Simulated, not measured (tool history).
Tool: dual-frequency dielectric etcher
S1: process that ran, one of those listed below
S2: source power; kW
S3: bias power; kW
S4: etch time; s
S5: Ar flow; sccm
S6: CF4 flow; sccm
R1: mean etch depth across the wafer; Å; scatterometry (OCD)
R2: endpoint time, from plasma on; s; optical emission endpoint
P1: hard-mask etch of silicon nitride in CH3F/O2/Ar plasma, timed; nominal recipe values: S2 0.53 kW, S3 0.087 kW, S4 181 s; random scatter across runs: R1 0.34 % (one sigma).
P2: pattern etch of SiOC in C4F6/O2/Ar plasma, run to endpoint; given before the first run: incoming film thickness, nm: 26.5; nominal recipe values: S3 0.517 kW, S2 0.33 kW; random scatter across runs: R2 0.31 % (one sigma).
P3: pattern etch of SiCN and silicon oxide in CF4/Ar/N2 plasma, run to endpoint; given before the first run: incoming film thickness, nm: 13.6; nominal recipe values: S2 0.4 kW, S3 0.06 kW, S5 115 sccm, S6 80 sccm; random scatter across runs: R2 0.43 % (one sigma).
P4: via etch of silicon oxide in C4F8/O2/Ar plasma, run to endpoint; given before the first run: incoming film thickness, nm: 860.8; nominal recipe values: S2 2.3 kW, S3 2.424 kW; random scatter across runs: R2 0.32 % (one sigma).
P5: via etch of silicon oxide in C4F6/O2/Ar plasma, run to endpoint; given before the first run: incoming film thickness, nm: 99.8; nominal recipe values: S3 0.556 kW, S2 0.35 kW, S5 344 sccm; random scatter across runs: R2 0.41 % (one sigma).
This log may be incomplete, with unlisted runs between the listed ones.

{"run": 1, "hour": 9.9, "S1": "P1", "S2": 0.53, "S3": 0.087, "S4": 181, "R1": 1470}
{"run": 2, "hour": 16.0, "S1": "P4", "S2": 2.92, "S3": 2.424, "R2": 139.69}
{"run": 3, "hour": 26.0, "S1": "P5", "S2": 0.35, "S3": 0.781, "S5": 344, "R2": 19.848}
{"run": 4, "hour": 35.5, "S1": "P1", "S2": 0.62, "S3": 0.067, "S4": 181, "R1": 1435.1}
{"run": 5, "hour": 45.6, "S1": "P4", "S2": 2.3, "S3": 2.424, "R2": 152.94}
{"run": 6, "hour": 55.2, "S1": "P1", "S2": 0.53, "S3": 0.087, "S4": 181, "R1": 1475.6}
{"run": 7, "hour": 60.6, "S1": "P2", "S2": 0.33, "S3": 0.717, "R2": 8.2778}
{"run": 8, "hour": 69.6, "S1": "P2", "S2": 0.33, "S3": 0.517, "R2": 9.3752}
{"run": 9, "hour": 74.2, "S1": "P1", "S2": 0.53, "S3": 0.087, "S4": 181, "R1": 1475.2}
{"run": 10, "hour": 79.2, "S1": "P1", "S2": 0.53, "S3": 0.087, "S4": 99.5, "R1": 812.68}
{"run": 11, "hour": 86.8, "S1": "P1", "S2": 0.53, "S3": 0.068, "S4": 181, "R1": 1356.9}
{"hour": 88.1, "done": "bias power generator calibrated"}
{"run": 12, "hour": 92.7, "S1": "P3", "S2": 0.4, "S3": 0.082, "S5": 115, "S6": 80, "R2": 16.724}
{"run": 13, "hour": 102.6, "S1": "P5", "S2": 0.35, "S3": 0.556, "S5": 344, "R2": 22.763}
{"run": 14, "hour": 110.5, "S1": "P1", "S2": 0.53, "S3": 0.087, "S4": 232.5, "R1": 1890.3}
{"run": 15, "hour": 120.5, "S1": "P2", "S2": 0.39, "S3": 0.517, "R2": 8.8018}
{"run": 16, "hour": 130.6, "S1": "P3", "S2": 0.26, "S3": 0.06, "S5": 115, "S6": 80, "R2": 27.211}
{"run": 17, "hour": 140.1, "S1": "P1", "S2": 0.53, "S3": 0.087, "S4": 181, "R1": 1475.3}
{"run": 18, "hour": 146.7, "S1": "P3", "S2": 0.4, "S3": 0.06, "S5": 115, "S6": 47, "R2": 20.315}
{"run": 19, "hour": 156.9, "S1": "P4", "S2": 2.3, "S3": 2.903, "R2": 144.61}

The next listed run, before its measurement:
{"run": 20, "hour": 166.1, "S1": "P1", "S2": 0.72, "S3": 0.087, "S4": 181, "R1": "?"}

R1: 1644.8 Å
